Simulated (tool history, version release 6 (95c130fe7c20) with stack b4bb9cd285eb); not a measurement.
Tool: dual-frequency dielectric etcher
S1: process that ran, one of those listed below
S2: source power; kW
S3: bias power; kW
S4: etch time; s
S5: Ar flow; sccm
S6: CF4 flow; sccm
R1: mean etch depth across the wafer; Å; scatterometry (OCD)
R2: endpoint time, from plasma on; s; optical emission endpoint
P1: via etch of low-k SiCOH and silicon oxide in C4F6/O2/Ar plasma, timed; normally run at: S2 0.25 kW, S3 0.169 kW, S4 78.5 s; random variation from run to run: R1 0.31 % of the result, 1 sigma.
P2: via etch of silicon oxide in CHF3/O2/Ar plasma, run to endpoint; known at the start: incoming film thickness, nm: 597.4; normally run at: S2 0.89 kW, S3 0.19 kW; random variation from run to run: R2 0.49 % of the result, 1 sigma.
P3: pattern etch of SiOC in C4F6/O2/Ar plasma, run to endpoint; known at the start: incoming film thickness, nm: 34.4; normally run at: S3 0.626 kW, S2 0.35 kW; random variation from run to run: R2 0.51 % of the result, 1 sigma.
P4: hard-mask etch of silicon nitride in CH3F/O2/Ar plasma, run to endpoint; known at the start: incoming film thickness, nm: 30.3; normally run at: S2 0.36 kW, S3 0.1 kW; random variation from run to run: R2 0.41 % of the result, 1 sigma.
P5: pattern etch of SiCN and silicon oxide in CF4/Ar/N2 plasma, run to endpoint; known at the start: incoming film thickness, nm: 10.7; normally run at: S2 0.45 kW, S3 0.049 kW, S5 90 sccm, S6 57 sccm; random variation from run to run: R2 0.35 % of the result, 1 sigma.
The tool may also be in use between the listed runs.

{"run": 1, "hour": 2.8, "S1": "P1", "S2": 0.25, "S3": 0.169, "S4": 78.5, "R1": 1805.3}
{"run": 2, "hour": 5.1, "S1": "P5", "S2": 0.45, "S3": 0.029, "S5": 90, "S6": 57, "R2": 16.76}
{"run": 3, "hour": 8.5, "S1": "P5", "S2": 0.45, "S3": 0.049, "S5": 90, "S6": 57, "R2": 14.499}
{"run": 4, "hour": 11.1, "S1": "P4", "S2": 0.36, "S3": 0.1, "R2": 40.664}
{"run": 5, "hour": 14.9, "S1": "P4", "S2": 0.28, "S3": 0.1, "R2": 44.812}
{"run": 6, "hour": 18.7, "S1": "P1", "S2": 0.16, "S3": 0.169, "S4": 78.5, "R1": 1516.5}
{"run": 7, "hour": 21.1, "S1": "P5", "S2": 0.45, "S3": 0.049, "S5": 72, "S6": 57, "R2": 13.861}
{"run": 8, "hour": 24.2, "S1": "P4", "S2": 0.36, "S3": 0.135, "R2": 36.293}
{"run": 9, "hour": 28.6, "S1": "P3", "S2": 0.35, "S3": 0.626, "R2": 10.833}
{"run": 10, "hour": 33.4, "S1": "P1", "S2": 0.25, "S3": 0.169, "S4": 78.5, "R1": 1806.2}
{"run": 11, "hour": 36.6, "S1": "P5", "S2": 0.59, "S3": 0.049, "S5": 90, "S6": 57, "R2": 11.394}
{"run": 12, "hour": 40.3, "S1": "P1", "S2": 0.34, "S3": 0.169, "S4": 78.5, "R1": 2037.7}
{"run": 13, "hour": 42.8, "S1": "P1", "S2": 0.25, "S3": 0.109, "S4": 78.5, "R1": 1573}
{"hour": 43.4, "done": "source power generator calibrated"}
{"run": 14, "hour": 46.9, "S1": "P1", "S2": 0.25, "S3": 0.169, "S4": 78.5, "R1": 1805.7}
{"run": 15, "hour": 49.4, "S1": "P1", "S2": 0.25, "S3": 0.169, "S4": 78.5, "R1": 1808.8}
{"run": 16, "hour": 54.0, "S1": "P3", "S2": 0.47, "S3": 0.626, "R2": 9.637}
{"run": 17, "hour": 58.3, "S1": "P3", "S2": 0.35, "S3": 0.784, "R2": 9.8592}
{"run": 18, "hour": 60.8, "S1": "P5", "S2": 0.45, "S3": 0.049, "S5": 90, "S6": 45, "R2": 14.971}
{"run": 19, "hour": 65.5, "S1": "P1", "S2": 0.25, "S3": 0.169, "S4": 49, "R1": 1130.4}
{"run": 20, "hour": 69.0, "S1": "P1", "S2": 0.3, "S3": 0.11, "S4": 78.5, "R1": 1697.7}
{"run": 21, "hour": 73.0, "S1": "P2", "S2": 0.89, "S3": 0.151, "R2": 270.97}
{"run": 22, "hour": 75.1, "S1": "P2", "S2": 0.7, "S3": 0.19, "R2": 277.92}
{"run": 23, "hour": 78.2, "S1": "P1", "S2": 0.25, "S3": 0.127, "S4": 59.5, "R1": 1257.8}
{"run": 24, "hour": 80.4, "S1": "P1", "S2": 0.33, "S3": 0.169, "S4": 97, "R1": 2471.1}
{"run": 25, "hour": 85.1, "S1": "P1", "S2": 0.25, "S3": 0.169, "S4": 97, "R1": 2235.4}
{"run": 26, "hour": 88.4, "S1": "P1", "S2": 0.25, "S3": 0.226, "S4": 78.5, "R1": 1984.1}
{"run": 27, "hour": 90.8, "S1": "P2", "S2": 0.89, "S3": 0.19, "R2": 254.16}
{"run": 28, "hour": 94.5, "S1": "P1", "S2": 0.25, "S3": 0.169, "S4": 78.5, "R1": 1803.2}
{"run": 29, "hour": 98.6, "S1": "P1", "S2": 0.25, "S3": 0.169, "S4": 78.5, "R1": 1806.6}
{"run": 30, "hour": 102.4, "S1": "P1", "S2": 0.25, "S3": 0.169, "S4": 78.5, "R1": 1812.8}
{"run": 31, "hour": 106.1, "S1": "P1", "S2": 0.25, "S3": 0.169, "S4": 78.5, "R1": 1819.4}
{"run": 32, "hour": 108.4, "S1": "P1", "S2": 0.25, "S3": 0.169, "S4": 78.5, "R1": 1832}
{"hour": 109.9, "done": "wet clean of the chamber"}
{"run": 33, "hour": 111.1, "S1": "P1", "S2": 0.25, "S3": 0.169, "S4": 78.5, "R1": 1831.6}
{"run": 34, "hour": 114.2, "S1": "P1", "S2": 0.25, "S3": 0.169, "S4": 78.5, "R1": 1830.9}
{"run": 35, "hour": 118.0, "S1": "P1", "S2": 0.25, "S3": 0.169, "S4": 78.5, "R1": 1833}
{"run": 36, "hour": 121.1, "S1": "P1", "S2": 0.25, "S3": 0.169, "S4": 78.5, "R1": 1828.4}
{"run": 37, "hour": 125.1, "S1": "P1", "S2": 0.25, "S3": 0.169, "S4": 78.5, "R1": 1837.2}
{"run": 38, "hour": 129.7, "S1": "P1", "S2": 0.25, "S3": 0.169, "S4": 78.5, "R1": 1840.8}

What P1 gives has crept away from where it was. These 2 causes fit the log equally well, each at the size given:
A: source power that arrives over what is set, % = 4.08
B: bias power that arrives over what is set, % = 4.89
The creep began at about hour 98.6.
Why every other cause is out:
chamber walls in a state that raises the etch rate, %: serviced at hour 109.9, which brought nothing back

4 check runs are offered, each on 2 wafers whose results are averaged, their results left as question marks. Which one tells the causes apart?
{"run": "check 1", "hour": 134.3, "S1": "P3", "S2": 0.35, "S3": 0.626, "R2": "?"}
{"run": "check 2", "hour": 134.3, "S1": "P2", "S2": 0.89, "S3": 0.19, "R2": "?"}
{"run": "check 3", "hour": 134.3, "S1": "P4", "S2": 0.36, "S3": 0.1, "R2": "?"}
{"run": "check 4", "hour": 134.3, "S1": "P5", "S2": 0.45, "S3": 0.049, "S5": 90, "S6": 57, "R2": "?"}

What each check would give under each cause:
check=check_1 result=R2 if_A=10.647 if_B=10.605
check=check_2 result=R2 if_A=248.1 if_B=247.98
check=check_3 result=R2 if_A=39.959 if_B=39.845
check=check_4 result=R2 if_A=13.918 if_B=14.207
How far apart the two closest causes lie, in the result that separates them most: check 1 0.4 %; check 2 0.05 %; check 3 0.28 %; check 4 2.06 %
Only check 4 tells the causes apart: in the others they would give nearly the same result.

Check 4 was then run and gave: R2 14.173 s. Which cause is it?

It is B: bias power that arrives over what is set, %.

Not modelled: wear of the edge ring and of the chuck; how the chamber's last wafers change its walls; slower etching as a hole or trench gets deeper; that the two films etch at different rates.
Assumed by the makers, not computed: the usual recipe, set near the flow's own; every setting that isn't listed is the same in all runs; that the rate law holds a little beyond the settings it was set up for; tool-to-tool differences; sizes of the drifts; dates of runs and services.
